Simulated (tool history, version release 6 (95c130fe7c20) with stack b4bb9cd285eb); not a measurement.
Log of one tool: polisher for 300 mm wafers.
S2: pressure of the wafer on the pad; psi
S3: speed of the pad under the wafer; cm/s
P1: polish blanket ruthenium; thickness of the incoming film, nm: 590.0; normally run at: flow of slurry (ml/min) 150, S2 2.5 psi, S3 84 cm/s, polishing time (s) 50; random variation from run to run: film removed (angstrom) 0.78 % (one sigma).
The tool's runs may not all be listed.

run 1 hour=7.5 | flow_of_slurry_(ml/min)=150 S2=2.5 S3=84 polishing_time_(s)=50 | film_removed_(angstrom)=624.79
run 2 hour=13.7 | flow_of_slurry_(ml/min)=150 S2=2.5 S3=122 polishing_time_(s)=50 | film_removed_(angstrom)=898.97
run 3 hour=17.6 | flow_of_slurry_(ml/min)=90 S2=2.5 S3=84 polishing_time_(s)=50 | film_removed_(angstrom)=561.72
run 4 hour=25.2 | flow_of_slurry_(ml/min)=150 S2=1.6 S3=84 polishing_time_(s)=50 | film_removed_(angstrom)=401.29
-- hour=26.6 head pressure recalibrated
run 5 hour=30.9 | flow_of_slurry_(ml/min)=150 S2=2.5 S3=84 polishing_time_(s)=50 | film_removed_(angstrom)=629.18
run 6 hour=36.1 | flow_of_slurry_(ml/min)=150 S2=2.5 S3=38 polishing_time_(s)=50 | film_removed_(angstrom)=283.60
run 7 hour=43.9 | flow_of_slurry_(ml/min)=150 S2=2.5 S3=84 polishing_time_(s)=71 | film_removed_(angstrom)=892.24
run 8 hour=49.8 | flow_of_slurry_(ml/min)=205 S2=2.5 S3=84 polishing_time_(s)=65 | film_removed_(angstrom)=853.40
run 9 hour=56.0 | flow_of_slurry_(ml/min)=150 S2=2.5 S3=84 polishing_time_(s)=50 | film_removed_(angstrom)=618.54
run 10 hour=62.1 | flow_of_slurry_(ml/min)=150 S2=2.5 S3=112 polishing_time_(s)=77 | film_removed_(angstrom)=1292.30
run 11 hour=66.4 | flow_of_slurry_(ml/min)=215 S2=2.5 S3=84 polishing_time_(s)=50 | film_removed_(angstrom)=669.50
run 12 hour=71.5 | flow_of_slurry_(ml/min)=150 S2=2.5 S3=84 polishing_time_(s)=50 | film_removed_(angstrom)=626.30
run 13 hour=78.8 | flow_of_slurry_(ml/min)=115 S2=2.5 S3=84 polishing_time_(s)=35 | film_removed_(angstrom)=413.48
run 14 hour=84.6 | flow_of_slurry_(ml/min)=150 S2=2.5 S3=84 polishing_time_(s)=30 | film_removed_(angstrom)=379.95
run 15 hour=88.3 | flow_of_slurry_(ml/min)=150 S2=3.5 S3=84 polishing_time_(s)=50 | film_removed_(angstrom)=870.45
run 16 hour=92.3 | flow_of_slurry_(ml/min)=150 S2=2.5 S3=84 polishing_time_(s)=50 | film_removed_(angstrom)=623.75
run 17 hour=96.9 | flow_of_slurry_(ml/min)=150 S2=2.5 S3=84 polishing_time_(s)=50 | film_removed_(angstrom)=617.45
run 18 hour=103.9 | flow_of_slurry_(ml/min)=150 S2=2.5 S3=84 polishing_time_(s)=50 | film_removed_(angstrom)=605.28
run 19 hour=108.4 | flow_of_slurry_(ml/min)=150 S2=2.5 S3=84 polishing_time_(s)=50 | film_removed_(angstrom)=598.65
run 20 hour=112.1 | flow_of_slurry_(ml/min)=150 S2=2.5 S3=84 polishing_time_(s)=50 | film_removed_(angstrom)=592.88
run 21 hour=118.3 | flow_of_slurry_(ml/min)=150 S2=2.5 S3=84 polishing_time_(s)=50 | film_removed_(angstrom)=582.28
run 22 hour=124.2 | flow_of_slurry_(ml/min)=150 S2=2.5 S3=84 polishing_time_(s)=50 | film_removed_(angstrom)=585.12
-- hour=128.5 worn pad replaced by a new one
run 23 hour=131.4 | flow_of_slurry_(ml/min)=150 S2=2.5 S3=84 polishing_time_(s)=50 | film_removed_(angstrom)=579.52
run 24 hour=135.9 | flow_of_slurry_(ml/min)=150 S2=2.5 S3=84 polishing_time_(s)=50 | film_removed_(angstrom)=587.07
run 25 hour=143.5 | flow_of_slurry_(ml/min)=150 S2=2.5 S3=84 polishing_time_(s)=50 | film_removed_(angstrom)=584.83

What P1 gives has crept away from where it was. These 2 causes fit the log equally well, each at the size given:
A: head's pressure below its setpoint, % = 6.7
B: slurry flow missing at the pad, % = 28.8
The creep began at about hour 92.3.
Why every other cause is out:
removal rate lost through wear of the pad, %: serviced at hour 128.5, which brought nothing back

4 check runs are offered, each on 5 wafers whose results are averaged, their results left as question marks. Which one tells the causes apart?
run check 1 hour=151.1 | flow_of_slurry_(ml/min)=100 S2=2.0 S3=84 polishing_time_(s)=50 | film_removed_(angstrom)=?
run check 2 hour=151.1 | flow_of_slurry_(ml/min)=150 S2=2.5 S3=118 polishing_time_(s)=50 | film_removed_(angstrom)=?
run check 3 hour=151.1 | flow_of_slurry_(ml/min)=150 S2=2.5 S3=112 polishing_time_(s)=50 | film_removed_(angstrom)=?
run check 4 hour=151.1 | flow_of_slurry_(ml/min)=150 S2=3.3 S3=106 polishing_time_(s)=50 | film_removed_(angstrom)=?

What each check would give under each cause:
check=check_1 result=film_removed_(angstrom) if_A=428.17 if_B=415.65
check=check_2 result=film_removed_(angstrom) if_A=818.73 if_B=818.85
check=check_3 result=film_removed_(angstrom) if_A=777.10 if_B=777.22
check=check_4 result=film_removed_(angstrom) if_A=970.82 if_B=970.97
How far apart the two closest causes lie, in the result that separates them most: check 1 2.97 %; check 2 0.02 %; check 3 0.02 %; check 4 0.02 %
Only check 1 tells the causes apart: in the others they would give nearly the same result.

Then check 1 was run and gave: film removed (angstrom) 416.42. Which cause is it?

It is B: slurry flow missing at the pad, %.
